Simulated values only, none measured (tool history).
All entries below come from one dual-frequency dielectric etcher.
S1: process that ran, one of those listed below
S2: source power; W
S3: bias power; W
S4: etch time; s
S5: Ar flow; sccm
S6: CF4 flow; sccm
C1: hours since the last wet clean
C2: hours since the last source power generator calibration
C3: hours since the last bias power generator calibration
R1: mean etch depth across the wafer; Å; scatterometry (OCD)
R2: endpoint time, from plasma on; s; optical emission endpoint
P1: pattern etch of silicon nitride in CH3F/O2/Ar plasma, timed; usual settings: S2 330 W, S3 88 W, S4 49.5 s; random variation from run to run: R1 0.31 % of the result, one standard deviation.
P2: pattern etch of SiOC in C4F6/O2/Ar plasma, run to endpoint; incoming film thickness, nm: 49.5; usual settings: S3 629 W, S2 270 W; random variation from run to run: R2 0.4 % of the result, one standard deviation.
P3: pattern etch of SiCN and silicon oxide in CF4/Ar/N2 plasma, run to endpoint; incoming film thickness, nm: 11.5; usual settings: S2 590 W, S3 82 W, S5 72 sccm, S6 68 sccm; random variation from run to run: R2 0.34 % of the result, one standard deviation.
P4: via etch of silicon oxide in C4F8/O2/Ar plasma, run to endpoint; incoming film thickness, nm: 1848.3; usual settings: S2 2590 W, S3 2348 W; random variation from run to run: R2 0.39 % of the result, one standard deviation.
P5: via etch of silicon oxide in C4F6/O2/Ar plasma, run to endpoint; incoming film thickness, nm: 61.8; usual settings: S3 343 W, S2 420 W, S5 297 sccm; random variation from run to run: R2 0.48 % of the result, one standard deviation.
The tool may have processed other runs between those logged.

{"run": 1, "hour": 8.5, "S1": "P1", "S2": 330, "S3": 88, "S4": 49.5, "C1": 249.0, "C2": 531.9, "C3": 3120.3, "R1": 333.62}
{"run": 2, "hour": 17.6, "S1": "P1", "S2": 330, "S3": 88, "S4": 49.5, "C1": 258.1, "C2": 541.0, "C3": 3129.4, "R1": 336.01}
{"run": 3, "hour": 23.2, "S1": "P3", "S2": 590, "S3": 82, "S5": 72, "S6": 68, "C1": 263.7, "C2": 546.6, "C3": 3135.0, "R2": 9.3742}
{"run": 4, "hour": 29.8, "S1": "P2", "S2": 270, "S3": 629, "C1": 270.3, "C2": 553.2, "C3": 3141.6, "R2": 17.932}
{"run": 5, "hour": 34.4, "S1": "P4", "S2": 2000, "S3": 2348, "C1": 274.9, "C2": 557.8, "C3": 3146.2, "R2": 348.45}
{"run": 6, "hour": 43.5, "S1": "P1", "S2": 330, "S3": 88, "S4": 49.5, "C1": 284.0, "C2": 566.9, "C3": 3155.3, "R1": 336.15}
{"run": 7, "hour": 48.6, "S1": "P1", "S2": 330, "S3": 52, "S4": 49.5, "C1": 289.1, "C2": 572.0, "C3": 3160.4, "R1": 278.89}
{"run": 8, "hour": 56.0, "S1": "P5", "S2": 420, "S3": 429, "S5": 297, "C1": 296.5, "C2": 579.4, "C3": 3167.8, "R2": 13.833}
{"run": 9, "hour": 63.3, "S1": "P5", "S2": 510, "S3": 343, "S5": 297, "C1": 303.8, "C2": 586.7, "C3": 3175.1, "R2": 13.982}
{"run": 10, "hour": 71.5, "S1": "P4", "S2": 2590, "S3": 1429, "C1": 312.0, "C2": 594.9, "C3": 3183.3, "R2": 361.52}
{"run": 11, "hour": 80.0, "S1": "P3", "S2": 590, "S3": 61, "S5": 72, "S6": 68, "C1": 320.5, "C2": 603.4, "C3": 3191.8, "R2": 10.255}
{"run": 12, "hour": 85.7, "S1": "P1", "S2": 230, "S3": 88, "S4": 27.0, "C1": 326.2, "C2": 609.1, "C3": 3197.5, "R1": 160.17}
{"run": 13, "hour": 95.0, "S1": "P3", "S2": 590, "S3": 82, "S5": 72, "S6": 68, "C1": 335.5, "C2": 618.4, "C3": 3206.8, "R2": 9.3441}
{"run": 14, "hour": 100.1, "S1": "P3", "S2": 590, "S3": 82, "S5": 90, "S6": 68, "C1": 340.6, "C2": 623.5, "C3": 3211.9, "R2": 9.6564}
{"run": 15, "hour": 109.4, "S1": "P1", "S2": 330, "S3": 88, "S4": 49.5, "C1": 349.9, "C2": 632.8, "C3": 3221.2, "R1": 336.89}
{"run": 16, "hour": 118.4, "S1": "P5", "S2": 420, "S3": 343, "S5": 297, "C1": 358.9, "C2": 641.8, "C3": 3230.2, "R2": 14.854}
{"run": 17, "hour": 126.0, "S1": "P1", "S2": 200, "S3": 88, "S4": 49.5, "C1": 366.5, "C2": 649.4, "C3": 3237.8, "R1": 276.66}
{"run": 18, "hour": 136.0, "S1": "P1", "S2": 330, "S3": 88, "S4": 49.5, "C1": 376.5, "C2": 659.4, "C3": 3247.8, "R1": 334.42}
{"run": 19, "hour": 141.3, "S1": "P3", "S2": 750, "S3": 82, "S5": 72, "S6": 68, "C1": 381.8, "C2": 664.7, "C3": 3253.1, "R2": 7.5462}
{"run": 20, "hour": 146.1, "S1": "P4", "S2": 2590, "S3": 2348, "C1": 386.6, "C2": 669.5, "C3": 3257.9, "R2": 316.58}
{"run": 21, "hour": 152.3, "S1": "P1", "S2": 330, "S3": 88, "S4": 49.5, "C1": 392.8, "C2": 675.7, "C3": 3264.1, "R1": 335.34}
{"run": 22, "hour": 161.6, "S1": "P1", "S2": 330, "S3": 105, "S4": 49.5, "C1": 402.1, "C2": 685.0, "C3": 3273.4, "R1": 356.58}
{"run": 23, "hour": 168.1, "S1": "P2", "S2": 270, "S3": 629, "C1": 408.6, "C2": 691.5, "C3": 3279.9, "R2": 17.991}
{"run": 24, "hour": 174.6, "S1": "P4", "S2": 2590, "S3": 2348, "C1": 415.1, "C2": 698.0, "C3": 3286.4, "R2": 313.24}
{"run": 25, "hour": 183.9, "S1": "P1", "S2": 330, "S3": 88, "S4": 49.5, "C1": 424.4, "C2": 707.3, "C3": 3295.7, "R1": 335.23}
{"run": 26, "hour": 191.5, "S1": "P3", "S2": 590, "S3": 82, "S5": 72, "S6": 52, "C1": 432.0, "C2": 714.9, "C3": 3303.3, "R2": 9.7158}
{"run": 27, "hour": 198.7, "S1": "P1", "S2": 260, "S3": 88, "S4": 62.0, "C1": 439.2, "C2": 722.1, "C3": 3310.5, "R1": 382.18}
{"run": 28, "hour": 204.7, "S1": "P1", "S2": 460, "S3": 88, "S4": 49.5, "C1": 445.2, "C2": 728.1, "C3": 3316.5, "R1": 380.54}
{"run": 29, "hour": 209.2, "S1": "P5", "S2": 420, "S3": 343, "S5": 221, "C1": 449.7, "C2": 732.6, "C3": 3321.0, "R2": 14.563}
{"run": 30, "hour": 213.6, "S1": "P5", "S2": 420, "S3": 343, "S5": 297, "C1": 454.1, "C2": 737.0, "C3": 3325.4, "R2": 15.005}
{"run": 31, "hour": 221.6, "S1": "P2", "S2": 180, "S3": 629, "C1": 462.1, "C2": 745.0, "C3": 3333.4, "R2": 20.734}
{"run": 32, "hour": 226.5, "S1": "P1", "S2": 330, "S3": 88, "S4": 27.0, "C1": 467.0, "C2": 749.9, "C3": 3338.3, "R1": 183.08}
{"run": 33, "hour": 236.3, "S1": "P2", "S2": 270, "S3": 877, "C1": 476.8, "C2": 759.7, "C3": 3348.1, "R2": 15.67}
{"run": 34, "hour": 245.2, "S1": "P1", "S2": 330, "S3": 88, "S4": 72.5, "C1": 485.7, "C2": 768.6, "C3": 3357.0, "R1": 489.58}
{"run": 35, "hour": 254.1, "S1": "P1", "S2": 330, "S3": 88, "S4": 49.5, "C1": 494.6, "C2": 777.5, "C3": 3365.9, "R1": 333.81}
{"run": 36, "hour": 261.6, "S1": "P1", "S2": 330, "S3": 88, "S4": 49.5, "C1": 502.1, "C2": 785.0, "C3": 3373.4, "R1": 337.61}
{"run": 37, "hour": 268.0, "S1": "P1", "S2": 330, "S3": 88, "S4": 49.5, "C1": 508.5, "C2": 791.4, "C3": 3379.8, "R1": 339.18}
{"run": 38, "hour": 276.1, "S1": "P1", "S2": 330, "S3": 88, "S4": 49.5, "C1": 516.6, "C2": 799.5, "C3": 3387.9, "R1": 336.73}
{"hour": 282.8, "done": "wet clean of the chamber"}
{"run": 39, "hour": 284.6, "S1": "P1", "S2": 330, "S3": 88, "S4": 49.5, "C1": 1.8, "C2": 808.0, "C3": 3396.4, "R1": 340.53}
{"run": 40, "hour": 290.9, "S1": "P1", "S2": 330, "S3": 88, "S4": 49.5, "C1": 8.1, "C2": 814.3, "C3": 3402.7, "R1": 338.2}
{"run": 41, "hour": 298.2, "S1": "P1", "S2": 330, "S3": 88, "S4": 49.5, "C1": 15.4, "C2": 821.6, "C3": 3410.0, "R1": 339.51}
{"run": 42, "hour": 303.4, "S1": "P1", "S2": 330, "S3": 88, "S4": 49.5, "C1": 20.6, "C2": 826.8, "C3": 3415.2, "R1": 338.2}
{"run": 43, "hour": 308.0, "S1": "P1", "S2": 330, "S3": 88, "S4": 49.5, "C1": 25.2, "C2": 831.4, "C3": 3419.8, "R1": 339.29}
{"run": 44, "hour": 313.7, "S1": "P1", "S2": 330, "S3": 88, "S4": 49.5, "C1": 30.9, "C2": 837.1, "C3": 3425.5, "R1": 338.06}
{"run": 45, "hour": 321.2, "S1": "P1", "S2": 330, "S3": 88, "S4": 49.5, "C1": 38.4, "C2": 844.6, "C3": 3433.0, "R1": 339.13}

The log shows P1 creeping away from where it was. Any of the 2 causes listed here, at the size stated for it, fits the log just as well as the others:
A: source power that arrives over what is set, % = 4.21
B: bias power that arrives over what is set, % = 4.33
The process output started creeping at around hour 254.1.
Every other cause this tool's parts could produce, and why it does not fit the log:
chamber walls in a state that raises the etch rate, %: work on it at hour 282.8, done after the drift set in, did not restore what the process gave before

The 4 check runs listed below each average the results of 2 wafers, and their outcomes are marked with question marks. Under which run would the listed causes produce clearly different results?
{"run": "check 1", "hour": 328.7, "S1": "P2", "S2": 270, "S3": 629, "R2": "?"}
{"run": "check 2", "hour": 328.7, "S1": "P5", "S2": 420, "S3": 343, "S5": 297, "R2": "?"}
{"run": "check 3", "hour": 328.7, "S1": "P4", "S2": 2590, "S3": 2348, "R2": "?"}
{"run": "check 4", "hour": 328.7, "S1": "P3", "S2": 590, "S3": 82, "S5": 72, "S6": 68, "R2": "?"}

Expected result of each check under each candidate cause:
check=check_1 result=R2 if_A=17.6280 if_B=17.5980
check=check_2 result=R2 if_A=14.7580 if_B=14.7660
check=check_3 result=R2 if_A=310.0000 if_B=311.2600
check=check_4 result=R2 if_A=9.0190 if_B=9.2259
Minimum pairwise separation of causes per check, each pair taken at its best-separating result: check 1 0.17 %; check 2 0.05 %; check 3 0.4 %; check 4 2.27 %
Check 4 distinguishes between the causes, while the remaining checks would return nearly the same result for all of them.

Running check 4 produced the following: R2 9.0210 s. Which one of the listed causes fits?

Of the candidate causes, it is A: source power that arrives over what is set, %.
